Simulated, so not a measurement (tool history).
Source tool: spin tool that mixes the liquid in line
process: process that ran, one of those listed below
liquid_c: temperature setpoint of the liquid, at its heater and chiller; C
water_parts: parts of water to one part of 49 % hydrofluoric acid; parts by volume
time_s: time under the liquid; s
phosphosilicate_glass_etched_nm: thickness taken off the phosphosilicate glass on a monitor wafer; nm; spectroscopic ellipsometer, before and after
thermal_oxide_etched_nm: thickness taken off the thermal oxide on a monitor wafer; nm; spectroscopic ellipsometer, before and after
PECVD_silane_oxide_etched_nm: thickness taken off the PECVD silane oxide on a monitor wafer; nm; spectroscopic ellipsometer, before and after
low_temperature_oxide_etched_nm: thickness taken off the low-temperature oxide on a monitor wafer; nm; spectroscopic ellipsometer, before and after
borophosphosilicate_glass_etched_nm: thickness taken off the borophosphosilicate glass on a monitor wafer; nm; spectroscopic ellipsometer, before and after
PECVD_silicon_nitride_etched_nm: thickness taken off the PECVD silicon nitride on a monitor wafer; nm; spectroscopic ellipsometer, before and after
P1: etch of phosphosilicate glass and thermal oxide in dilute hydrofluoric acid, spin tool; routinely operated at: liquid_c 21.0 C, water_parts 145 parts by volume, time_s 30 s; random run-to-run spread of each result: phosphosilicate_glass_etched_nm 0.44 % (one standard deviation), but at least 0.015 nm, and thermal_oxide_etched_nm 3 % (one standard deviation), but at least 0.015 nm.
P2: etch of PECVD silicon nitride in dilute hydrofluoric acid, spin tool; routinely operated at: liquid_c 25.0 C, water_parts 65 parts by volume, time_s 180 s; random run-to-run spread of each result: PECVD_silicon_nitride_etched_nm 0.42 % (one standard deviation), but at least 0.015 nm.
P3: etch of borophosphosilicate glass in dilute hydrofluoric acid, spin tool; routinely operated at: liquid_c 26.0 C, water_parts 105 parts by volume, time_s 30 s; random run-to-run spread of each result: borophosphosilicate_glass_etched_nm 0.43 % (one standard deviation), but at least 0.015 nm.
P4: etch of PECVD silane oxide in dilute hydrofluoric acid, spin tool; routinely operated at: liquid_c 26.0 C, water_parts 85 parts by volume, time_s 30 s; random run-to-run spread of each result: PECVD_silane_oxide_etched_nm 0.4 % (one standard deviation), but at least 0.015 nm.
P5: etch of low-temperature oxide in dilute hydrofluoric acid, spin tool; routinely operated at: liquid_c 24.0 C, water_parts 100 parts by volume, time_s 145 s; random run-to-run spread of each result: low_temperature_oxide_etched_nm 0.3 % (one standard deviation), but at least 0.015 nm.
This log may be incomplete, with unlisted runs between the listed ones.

run	hour	process	liquid_c	water_parts	time_s	phosphosilicate_glass_etched_nm	thermal_oxide_etched_nm	PECVD_silane_oxide_etched_nm	low_temperature_oxide_etched_nm	borophosphosilicate_glass_etched_nm	PECVD_silicon_nitride_etched_nm
1	14.3	P1	21.0	145	30	18.7420	0.86149				
2	27.2	P4	26.0	85	15			6.1218			
3	37.8	P1	25.0	145	50	36.6680	1.73280				
4	46.7	P1	21.0	145	30	18.8030	0.89362				
5	54.7	P4	26.0	85	30			12.3770			
6	69.1	P5	31.5	100	145				35.469		
7	78.5	P3	26.0	105	30					13.8010	
# hour 87.5: hydrofluoric acid flow meter replaced
8	93.2	P1	25.0	200	30	14.8470	0.65624				
9	101.5	P2	25.0	65	180						16.502
10	114.2	P2	25.0	65	280						25.525
11	125.3	P5	24.0	100	60				11.077		
12	139.9	P3	26.0	105	30					13.7400	
13	150.7	P5	24.0	100	145				26.793		
14	162.7	P1	21.0	145	15	9.3836	0.39721				
15	171.0	P1	21.0	145	30	18.7300	0.88977				
16	179.1	P1	21.0	45	15	34.0570	1.54690				
17	191.5	P2	25.0	95	180						11.356
18	202.9	P1	24.5	145	30	21.5780	0.96533				
19	209.7	P3	26.0	175	30					7.5935	
20	225.5	P2	20.5	65	180						12.166
21	236.5	P5	24.0	55	145				51.477		
22	246.5	P1	21.0	145	60	37.4330	1.73350				
23	256.5	P1	21.0	260	30	9.2732	0.42991				
24	263.9	P2	25.0	65	180						16.472
25	272.8	P1	21.0	145	30	18.9120	0.88956				
26	280.1	P1	21.0	70	30	42.4550	1.90490				
27	292.4	P1	21.0	145	30	18.9770	0.85120				
28	299.9	P4	18.0	85	30			8.9674			
29	309.7	P3	19.5	105	30					10.5790	
30	324.8	P1	17.0	145	30	16.0040	0.69312				
31	335.0	P1	21.0	145	30	18.8280	0.85018				
32	344.4	P3	26.0	105	15					6.9188	
33	352.2	P4	26.0	140	30			6.9554			
34	363.5	P1	21.0	145	30	18.7000	0.89044				
35	376.9	P1	21.0	145	30	18.0720	0.83417				
36	384.6	P1	21.0	145	30	17.8220	0.75671				
37	394.1	P1	21.0	145	30	17.6120	0.78014				
38	405.8	P1	21.0	145	30	17.3170	0.75062				
39	418.6	P1	21.0	145	30	17.2990	0.77130				
40	426.8	P1	21.0	145	30	17.2190	0.75033				
41	436.5	P1	21.0	145	30	17.1990	0.80861				
42	450.8	P1	21.0	145	30	17.1150	0.72950				
43	460.3	P1	21.0	145	30	16.9610	0.80753				
44	469.7	P1	21.0	145	30	17.1210	0.75359				

P1 has crept away from where it was. The log is fitted equally well by each of these 2 causes, at the sizes shown:
A: hydrofluoric acid flow below the setpoint (%) = 7.85
B: liquid colder than its thermometer reads (K) = 2.38
The onset of the drift is placed at about hour 363.5.

4 check runs are offered, one wafer each, their results left as question marks. Which one tells the causes apart?
check 1	479.1	P2	25.0	65	180						?
check 2	479.1	P4	26.0	85	30			?			
check 3	479.1	P3	26.0	105	30					?	
check 4	479.1	P5	24.0	100	145				?		

Check results expected under each cause:
check	result	if A	if B
check 1	PECVD_silicon_nitride_etched_nm	15.246	14.088
check 2	PECVD_silane_oxide_etched_nm	11.2400	11.2010
check 3	borophosphosilicate_glass_etched_nm	12.5490	12.5470
check 4	low_temperature_oxide_etched_nm	24.430	24.353
Minimum pairwise separation of causes per check, each pair taken at its best-separating result: check 1 7.9 %; check 2 0.34 %; check 3 0.02 %; check 4 0.32 %
Of the check runs offered, only check 1 discriminates between the causes; the rest would read about the same regardless of which cause applies.

With check 1 done, the readings were: PECVD_silicon_nitride_etched_nm 15.194 nm. Identify which of the listed causes applies.

The correct cause is A, namely: hydrofluoric acid flow below the setpoint (%).

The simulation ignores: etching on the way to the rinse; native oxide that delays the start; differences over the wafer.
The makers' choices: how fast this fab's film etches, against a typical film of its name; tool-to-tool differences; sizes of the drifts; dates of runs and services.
